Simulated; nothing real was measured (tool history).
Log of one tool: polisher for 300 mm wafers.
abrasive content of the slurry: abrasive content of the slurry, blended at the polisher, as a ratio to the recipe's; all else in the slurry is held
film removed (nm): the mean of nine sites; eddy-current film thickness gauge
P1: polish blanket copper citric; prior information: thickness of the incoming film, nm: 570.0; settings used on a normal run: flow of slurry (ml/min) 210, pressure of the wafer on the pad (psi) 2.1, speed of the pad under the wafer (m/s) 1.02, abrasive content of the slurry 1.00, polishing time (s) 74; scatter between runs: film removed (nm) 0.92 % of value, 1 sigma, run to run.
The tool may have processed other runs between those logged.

| run | hour | flow of slurry (ml/min) | pressure of the wafer on the pad (psi) | speed of the pad under the wafer (m/s) | abrasive content of the slurry | polishing time (s) | film removed (nm) |
|---|---|---|---|---|---|---|---|
| 1 | 10.1 | 210 | 2.1 | 1.02 | 1.00 | 74 | 128.790 |
| 2 | 23.6 | 210 | 3.3 | 1.02 | 1.00 | 74 | 200.870 |
|  | 25.6 | slurry blender recalibrated |
| 3 | 38.9 | 210 | 2.1 | 0.70 | 1.00 | 74 | 90.913 |
| 4 | 52.2 | 210 | 2.1 | 1.02 | 1.00 | 74 | 128.170 |
| 5 | 63.8 | 335 | 2.1 | 1.02 | 1.00 | 74 | 136.790 |
| 6 | 76.8 | 210 | 2.1 | 1.02 | 1.00 | 74 | 128.580 |
|  | 81.1 | slurry nozzle cleaned |
| 7 | 90.0 | 210 | 2.1 | 1.02 | 1.50 | 74 | 144.170 |
| 8 | 97.5 | 210 | 2.1 | 1.02 | 1.00 | 33 | 58.071 |
| 9 | 107.5 | 210 | 2.1 | 1.46 | 1.00 | 74 | 184.320 |
| 10 | 120.5 | 210 | 2.1 | 1.02 | 1.00 | 74 | 129.860 |
| 11 | 135.9 | 210 | 1.0 | 1.02 | 1.00 | 74 | 64.281 |
| 12 | 150.8 | 210 | 2.1 | 1.02 | 1.00 | 110 | 191.280 |
| 13 | 162.2 | 125 | 2.1 | 1.02 | 1.00 | 74 | 119.040 |
| 14 | 175.8 | 210 | 2.1 | 1.02 | 1.00 | 74 | 130.520 |
| 15 | 185.5 | 125 | 2.6 | 1.02 | 1.00 | 74 | 145.340 |
| 16 | 194.8 | 210 | 2.1 | 1.02 | 1.00 | 74 | 130.230 |

What does the tool deliver on the next run?
| 17 | 207.3 | 210 | 2.1 | 1.02 | 0.65 | 74 | ? |

{"run 17": {"film removed (nm)": 118.85}}
